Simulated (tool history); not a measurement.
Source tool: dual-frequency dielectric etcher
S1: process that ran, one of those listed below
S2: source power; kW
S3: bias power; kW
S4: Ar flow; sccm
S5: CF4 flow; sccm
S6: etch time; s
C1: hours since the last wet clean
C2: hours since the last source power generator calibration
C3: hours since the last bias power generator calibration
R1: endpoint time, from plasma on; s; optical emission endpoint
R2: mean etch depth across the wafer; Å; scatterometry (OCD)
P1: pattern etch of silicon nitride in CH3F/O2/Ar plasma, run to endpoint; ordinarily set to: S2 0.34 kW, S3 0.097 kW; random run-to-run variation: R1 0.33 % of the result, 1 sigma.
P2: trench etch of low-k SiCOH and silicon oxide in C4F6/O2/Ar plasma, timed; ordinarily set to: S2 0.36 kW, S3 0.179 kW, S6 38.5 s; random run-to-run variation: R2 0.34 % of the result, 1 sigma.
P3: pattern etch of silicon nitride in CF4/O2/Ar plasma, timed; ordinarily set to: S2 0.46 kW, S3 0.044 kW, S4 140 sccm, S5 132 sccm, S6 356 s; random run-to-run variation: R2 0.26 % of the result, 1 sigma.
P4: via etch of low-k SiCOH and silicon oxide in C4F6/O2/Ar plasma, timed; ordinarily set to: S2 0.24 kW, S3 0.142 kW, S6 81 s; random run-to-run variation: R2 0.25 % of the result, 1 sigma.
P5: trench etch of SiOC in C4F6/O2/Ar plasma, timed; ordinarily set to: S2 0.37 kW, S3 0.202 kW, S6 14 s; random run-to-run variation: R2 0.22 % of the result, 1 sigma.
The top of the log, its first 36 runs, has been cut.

run	hour	S1	S2	S3	S4	S5	S6	C1	C2	C3	R1	R2
37	475.5	P1	0.34	0.097				806	130.9	1360.7	31.833	
38	490.7	P1	0.34	0.097				821.2	146.1	1375.9	32.146	
# hour 492.2: wet clean of the chamber
39	503.1	P1	0.34	0.097				10.9	158.5	1388.3	31.973	
40	511.8	P1	0.34	0.097				19.6	167.2	1397	32.216	
41	521.5	P1	0.34	0.097				29.3	176.9	1406.7	32.24	
42	530.6	P1	0.34	0.097				38.4	186	1415.8	32.181	
43	538.8	P1	0.34	0.097				46.6	194.2	1424	32.053	
44	547.8	P1	0.34	0.097				55.6	203.2	1433	32.2	

For run 45, what comes out?
45	559.4	P1	0.34	0.097				67.2	214.8	1444.6	?	

R1: 32.158 s

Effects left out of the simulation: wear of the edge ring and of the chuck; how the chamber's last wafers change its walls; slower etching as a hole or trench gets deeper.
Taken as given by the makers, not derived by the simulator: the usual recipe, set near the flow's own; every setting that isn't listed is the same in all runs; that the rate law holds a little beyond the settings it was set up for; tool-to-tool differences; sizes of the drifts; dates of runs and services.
